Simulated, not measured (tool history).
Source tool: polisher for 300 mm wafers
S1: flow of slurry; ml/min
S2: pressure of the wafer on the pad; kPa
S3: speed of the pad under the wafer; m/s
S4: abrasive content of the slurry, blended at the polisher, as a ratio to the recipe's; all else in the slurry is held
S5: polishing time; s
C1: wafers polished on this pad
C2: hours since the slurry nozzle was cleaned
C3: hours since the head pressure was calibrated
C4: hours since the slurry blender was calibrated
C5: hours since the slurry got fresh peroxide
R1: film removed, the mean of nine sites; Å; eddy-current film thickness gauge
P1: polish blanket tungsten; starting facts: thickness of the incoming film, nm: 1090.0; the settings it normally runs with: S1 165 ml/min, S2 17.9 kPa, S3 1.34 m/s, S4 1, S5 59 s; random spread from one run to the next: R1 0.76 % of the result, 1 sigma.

run	hour	S1	S2	S3	S4	S5	C1	C2	C3	C4	C5	R1
1	6.1	165	17.9	1.34	1	59	373	144.1	301.8	104.2	127.6	2613.8
2	11.9	165	17.9	1.34	1	59	452	149.9	307.6	110	133.4	2595.1
3	19.1	165	17.9	1.34	1.2	34	551	157.1	314.8	117.2	140.6	1540.1
4	26	165	17.9	1.34	1	27	645	164	321.7	124.1	147.5	1190.2
# hour 26.2: worn pad replaced by a new one
5	33.2	165	17.9	0.7	1	59	96	171.2	328.9	131.3	154.7	1370.5
6	38	165	17.9	1.34	1	59	161	176	333.7	136.1	159.5	2570.1
7	45.7	165	17.9	1.34	1	87	267	183.7	341.4	143.8	167.2	3799.4
8	53	165	12.4	1.34	1	79	366	191	348.7	151.1	174.5	2404.2
9	60.1	165	17.9	1.34	1	59	463	198.1	355.8	158.2	181.6	2599.7
10	68.2	110	17.9	1.34	1	59	574	206.2	363.9	166.3	189.7	2384.6
11	74	165	17.9	1.78	1	59	653	212	369.7	172.1	195.5	3454.1
12	81.8	165	17.9	1.34	1.35	59	760	219.8	377.5	179.9	203.3	2802.2
13	86.3	165	17.9	1.34	0.7	59	822	224.3	382	184.4	207.8	2346.7
14	94	165	17.9	1.34	1	59	927	232	389.7	192.1	215.5	2587
15	98.3	165	8.3	1.34	1	59	986	236.3	394	196.4	219.8	1193.4
16	105.9	165	17.9	1.34	1	59	1090	243.9	401.6	204	227.4	2605.5
17	110.8	265	17.9	1.34	1	59	1157	248.8	406.5	208.9	232.3	2725.7
18	118.6	165	26.9	1.34	1	59	1263	256.6	414.3	216.7	240.1	3903.3
19	124	165	17.9	1.34	1	59	1337	262	419.7	222.1	245.5	2563.4
20	130.1	165	17.9	1.34	1	59	1420	268.1	425.8	228.2	251.6	2505.1
21	136.6	165	17.9	1.34	1	59	1509	274.6	432.3	234.7	258.1	2424.6
# hour 138.5: head pressure recalibrated
22	141.5	165	17.9	1.34	1	59	1576	279.5	3.1	239.6	263	2386.3
# hour 144.9: worn pad replaced by a new one
23	145.8	165	17.9	1.34	1	59	12	283.8	7.4	243.9	267.3	2388.7
# hour 146.3: slurry blender recalibrated
24	153.4	165	17.9	1.34	1	59	116	291.4	15	7.1	274.9	2363.9
25	158.7	165	17.9	1.34	1	59	189	296.7	20.3	12.4	280.2	2368.4
26	163.6	165	17.9	1.34	1	59	256	301.6	25.2	17.3	285.1	2364.6

What P1 gives has crept away from where it was. These 2 causes fit the log equally well, each at the size given:
A: slurry flow missing at the pad, % = 38.8
B: peroxide lost from the slurry, % = 22.1
The gradual shift began around hour 124.
Ruled out, with reasons:
removal rate lost through wear of the pad, %: serviced at hour 144.9, which brought nothing back
head's pressure below its setpoint, %: serviced at hour 138.5, which brought nothing back
abrasive missing from the slurry, %: serviced at hour 146.3, which brought nothing back

Below are 4 check runs, each averaged over 3 wafers, with their results shown as question marks. Which of them would give clearly different results depending on which cause is behind the drift?
check 1	168.5	165	17.9	0.78	1	36						?
check 2	168.5	260	17.9	1.34	1	59						?
check 3	168.5	165	22.8	1.34	1	27						?
check 4	168.5	165	17.9	0.8	1.25	59						?

Predicted outcomes, by check and by cause:
check	result	if A	if B
check 1	R1	834.73	834.91
check 2	R1	2577.2	2492.5
check 3	R1	1365.1	1365.4
check 4	R1	1480	1480.3
Gap, in per cent, between the two causes that each check separates least, read from the result that separates them most: check 1 0.02 %; check 2 3.34 %; check 3 0.02 %; check 4 0.02 %
Check 2 distinguishes between the causes, while the remaining checks would return nearly the same result for all of them.

Check 2 was carried out, with these results: R1 2576.5 Å. Which of the listed causes is responsible?

It is A: slurry flow missing at the pad, %.
